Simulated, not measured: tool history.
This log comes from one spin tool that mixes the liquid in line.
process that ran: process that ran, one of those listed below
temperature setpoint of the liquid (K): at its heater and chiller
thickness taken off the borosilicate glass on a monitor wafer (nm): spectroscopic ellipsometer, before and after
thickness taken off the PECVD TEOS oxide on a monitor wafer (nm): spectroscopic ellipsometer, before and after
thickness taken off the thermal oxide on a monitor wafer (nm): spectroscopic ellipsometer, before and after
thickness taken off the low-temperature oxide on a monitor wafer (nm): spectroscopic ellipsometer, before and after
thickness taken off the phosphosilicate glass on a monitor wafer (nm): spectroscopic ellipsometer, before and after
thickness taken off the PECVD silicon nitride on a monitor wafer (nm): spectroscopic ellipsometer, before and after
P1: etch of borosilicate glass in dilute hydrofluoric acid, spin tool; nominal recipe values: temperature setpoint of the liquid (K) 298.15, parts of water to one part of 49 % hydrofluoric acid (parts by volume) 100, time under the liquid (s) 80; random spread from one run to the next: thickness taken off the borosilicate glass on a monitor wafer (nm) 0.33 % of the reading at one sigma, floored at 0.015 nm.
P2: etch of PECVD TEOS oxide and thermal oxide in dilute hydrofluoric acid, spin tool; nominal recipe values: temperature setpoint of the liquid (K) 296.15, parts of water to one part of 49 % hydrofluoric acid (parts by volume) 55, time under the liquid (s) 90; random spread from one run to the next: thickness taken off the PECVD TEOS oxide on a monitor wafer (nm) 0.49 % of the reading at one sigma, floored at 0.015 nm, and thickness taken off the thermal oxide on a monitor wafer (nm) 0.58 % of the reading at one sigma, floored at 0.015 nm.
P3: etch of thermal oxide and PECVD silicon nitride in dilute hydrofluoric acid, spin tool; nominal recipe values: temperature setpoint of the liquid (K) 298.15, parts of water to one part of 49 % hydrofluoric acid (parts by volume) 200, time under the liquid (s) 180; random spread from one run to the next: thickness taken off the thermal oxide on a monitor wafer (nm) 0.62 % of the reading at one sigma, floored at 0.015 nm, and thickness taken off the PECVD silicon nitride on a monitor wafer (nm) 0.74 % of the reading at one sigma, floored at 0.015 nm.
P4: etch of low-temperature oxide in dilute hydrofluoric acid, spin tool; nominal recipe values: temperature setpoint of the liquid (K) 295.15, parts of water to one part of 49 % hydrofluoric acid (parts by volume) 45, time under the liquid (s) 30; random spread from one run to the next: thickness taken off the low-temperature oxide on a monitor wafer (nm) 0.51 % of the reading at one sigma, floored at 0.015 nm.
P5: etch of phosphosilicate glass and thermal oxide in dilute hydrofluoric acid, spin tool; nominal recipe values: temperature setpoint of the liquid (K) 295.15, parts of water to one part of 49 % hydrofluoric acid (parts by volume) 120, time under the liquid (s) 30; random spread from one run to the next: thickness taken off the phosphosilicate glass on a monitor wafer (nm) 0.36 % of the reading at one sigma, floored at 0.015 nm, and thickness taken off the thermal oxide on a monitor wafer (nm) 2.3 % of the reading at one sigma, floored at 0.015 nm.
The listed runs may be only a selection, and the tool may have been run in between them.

run,hour,process that ran,temperature setpoint of the liquid (K),parts of water to one part of 49 % hydrofluoric acid (parts by volume),time under the liquid (s),thickness taken off the borosilicate glass on a monitor wafer (nm),thickness taken off the PECVD TEOS oxide on a monitor wafer (nm),thickness taken off the thermal oxide on a monitor wafer (nm),thickness taken off the low-temperature oxide on a monitor wafer (nm),thickness taken off the phosphosilicate glass on a monitor wafer (nm),thickness taken off the PECVD silicon nitride on a monitor wafer (nm)
1,6.5,P1,298.15,100,80,21.951,,,,,
2,11.3,P1,298.15,100,80,22.005,,,,,
3,16.7,P1,298.15,100,80,22.09,,,,,
4,22.6,P1,298.15,100,80,22.164,,,,,
5,27.3,P2,300.65,55,90,,28.685,9.0725,,,
6,31.9,P4,295.15,45,15,,,,11.483,,
7,37.2,P2,296.15,90,90,,14.037,4.4526,,,
8,42.1,P1,292.65,100,80,17.726,,,,,
9,45.8,P5,302.15,120,30,,,1.4677,,39.97,
10,50.4,P3,303.65,200,180,,,4.4921,,,4.381
11,56.6,P3,298.15,200,180,,,3.7074,,,3.2187
12,61.3,P5,295.15,120,30,,,1.0701,,30.575,
13,64.8,P3,298.15,200,310,,,6.3674,,,5.3451
14,67.6,P1,293.15,55,80,34.504,,,,,
15,71.4,P1,298.15,100,15,4.1838,,,,,
16,75.9,P4,295.15,45,30,,,,22.912,,
17,80.1,P1,298.15,100,135,37.443,,,,,
18,85.2,P2,296.15,55,90,,24.289,7.6974,,,
19,90.3,P1,301.65,100,80,25.301,,,,,
20,96.9,P2,296.15,55,180,,48.011,15.427,,,
21,101.7,P3,298.15,200,180,,,3.6719,,,3.2052
22,108,P5,295.15,120,45,,,1.6574,,45.796,
23,112.3,P1,298.15,30,80,81.132,,,,,
24,117.5,P1,298.15,150,80,13.88,,,,,
25,123.6,P1,298.15,100,80,22.215,,,,,
26,129.6,P2,296.15,55,90,,23.913,7.6306,,,
27,136.1,P4,295.15,75,30,,,,13.253,,
28,141.4,P3,298.15,50,180,,,17.949,,,12.321
29,147.6,P4,300.65,45,30,,,,29.069,,
30,151.8,P5,295.15,40,30,,,3.3589,,101.64,
31,158.1,P1,298.15,100,80,22.083,,,,,
32,161,P1,298.15,100,80,21.725,,,,,
33,165.6,P1,298.15,100,80,21.444,,,,,
34,171.6,P1,298.15,100,80,21.033,,,,,
35,177.4,P1,298.15,100,80,21.055,,,,,
36,180.5,P1,298.15,100,80,20.988,,,,,
37,186.1,P1,298.15,100,80,21.021,,,,,

What P1 gives has crept off from where it sat before. The 2 causes that follow fit the log equally well, each at the size noted:
A: hydrofluoric acid flow below the setpoint (%) = 4.72
B: liquid colder than its thermometer reads (K) = 1.39
The gradual shift began around hour 158.1.

Which of the check runs below tells the causes apart, meaning the causes would give it clearly different results? Each run uses 2 wafers whose results are averaged, and each result is shown as a question mark.
check 1,191.7,P2,300.15,55,150,,?,?,,,
check 2,191.7,P3,298.15,85,290,,,?,,,?
check 3,191.7,P4,298.65,70,30,,,,?,,
check 4,191.7,P5,301.65,120,30,,,?,,?,

What each check would give under each cause:
check,result,if A,if B
check 1,thickness taken off the PECVD TEOS oxide on a monitor wafer (nm),44.881,44.71
check 1,thickness taken off the thermal oxide on a monitor wafer (nm),14.284,14.229
check 2,thickness taken off the thermal oxide on a monitor wafer (nm),15.282,15.255
check 2,thickness taken off the PECVD silicon nitride on a monitor wafer (nm),11.295,10.807
check 3,thickness taken off the low-temperature oxide on a monitor wafer (nm),15.656,15.61
check 4,thickness taken off the thermal oxide on a monitor wafer (nm),1.2681,1.2729
check 4,thickness taken off the phosphosilicate glass on a monitor wafer (nm),37.321,37.463
Per-check spread between the two closest causes, in the result where they differ most: check 1 0.38 %; check 2 4.42 %; check 3 0.29 %; check 4 0.38 %
Check 2 distinguishes between the causes, while the remaining checks would return nearly the same result for all of them.

Check 2 was carried out, with these results: thickness taken off the thermal oxide on a monitor wafer (nm) 15.203; thickness taken off the PECVD silicon nitride on a monitor wafer (nm) 10.852. Which of the listed causes is responsible?

The cause is B: liquid colder than its thermometer reads (K).

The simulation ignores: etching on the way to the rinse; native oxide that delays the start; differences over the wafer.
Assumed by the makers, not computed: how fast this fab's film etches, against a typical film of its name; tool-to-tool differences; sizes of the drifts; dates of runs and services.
